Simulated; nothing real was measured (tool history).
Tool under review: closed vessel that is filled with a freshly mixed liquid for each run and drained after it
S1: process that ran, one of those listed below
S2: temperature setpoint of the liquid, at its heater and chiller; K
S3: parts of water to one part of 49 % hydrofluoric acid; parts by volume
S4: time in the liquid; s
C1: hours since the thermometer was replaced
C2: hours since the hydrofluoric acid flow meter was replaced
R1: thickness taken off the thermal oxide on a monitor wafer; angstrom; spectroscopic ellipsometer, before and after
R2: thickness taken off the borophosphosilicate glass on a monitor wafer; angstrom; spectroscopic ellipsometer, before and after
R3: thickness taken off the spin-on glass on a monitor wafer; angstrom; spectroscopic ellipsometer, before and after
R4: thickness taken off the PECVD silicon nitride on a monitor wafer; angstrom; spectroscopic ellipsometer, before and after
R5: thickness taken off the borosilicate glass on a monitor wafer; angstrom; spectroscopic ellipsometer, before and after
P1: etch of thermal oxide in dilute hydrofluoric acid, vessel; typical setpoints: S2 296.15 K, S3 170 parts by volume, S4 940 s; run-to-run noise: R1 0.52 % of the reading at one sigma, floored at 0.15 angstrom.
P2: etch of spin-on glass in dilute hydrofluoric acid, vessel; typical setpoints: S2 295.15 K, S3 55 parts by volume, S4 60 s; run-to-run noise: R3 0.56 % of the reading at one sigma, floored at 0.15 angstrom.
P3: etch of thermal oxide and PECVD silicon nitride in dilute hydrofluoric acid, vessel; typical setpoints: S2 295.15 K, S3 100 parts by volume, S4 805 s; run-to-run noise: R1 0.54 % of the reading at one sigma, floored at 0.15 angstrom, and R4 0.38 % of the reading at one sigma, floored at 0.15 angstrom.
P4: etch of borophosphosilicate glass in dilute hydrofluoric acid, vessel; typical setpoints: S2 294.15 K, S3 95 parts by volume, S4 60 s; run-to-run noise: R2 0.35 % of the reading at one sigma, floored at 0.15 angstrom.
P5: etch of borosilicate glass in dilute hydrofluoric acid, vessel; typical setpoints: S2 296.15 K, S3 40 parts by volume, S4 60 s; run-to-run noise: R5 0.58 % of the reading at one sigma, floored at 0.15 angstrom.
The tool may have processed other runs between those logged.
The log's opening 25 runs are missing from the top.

run 26 hour=203.7 | S1=P5 S2=296.15 S3=40 S4=60 | C1=316.6 C2=159.5 | R5=756.43
run 27 hour=211.4 | S1=P5 S2=296.15 S3=60 S4=60 | C1=324.3 C2=167.2 | R5=492.4
run 28 hour=217.3 | S1=P2 S2=290.15 S3=55 S4=60 | C1=330.2 C2=173.1 | R3=245.12
run 29 hour=227.9 | S1=P1 S2=291.15 S3=170 S4=940 | C1=340.8 C2=183.7 | R1=182.11
run 30 hour=237 | S1=P4 S2=294.15 S3=140 S4=60 | C1=349.9 C2=192.8 | R2=108.39
run 31 hour=247.8 | S1=P2 S2=295.15 S3=95 S4=60 | C1=360.7 C2=203.6 | R3=166.65
run 32 hour=257.9 | S1=P1 S2=303.15 S3=40 S4=940 | C1=370.8 C2=213.7 | R1=1446.7
run 33 hour=267.7 | S1=P3 S2=295.15 S3=100 S4=805 | C1=380.6 C2=223.5 | R1=336.78 R4=221.37
run 34 hour=275.4 | S1=P2 S2=295.15 S3=55 S4=60 | C1=388.3 C2=231.2 | R3=305.13
run 35 hour=285.1 | S1=P1 S2=296.15 S3=170 S4=940 | C1=398 C2=240.9 | R1=221.05
run 36 hour=296.2 | S1=P1 S2=296.15 S3=170 S4=940 | C1=409.1 C2=252 | R1=210.28

Run 37 comes next. What will it give?
run 37 hour=301.8 | S1=P1 S2=296.15 S3=170 S4=940 | C1=414.7 C2=257.6 | R1=?

Logged for run 37: R1 207.46 angstrom.
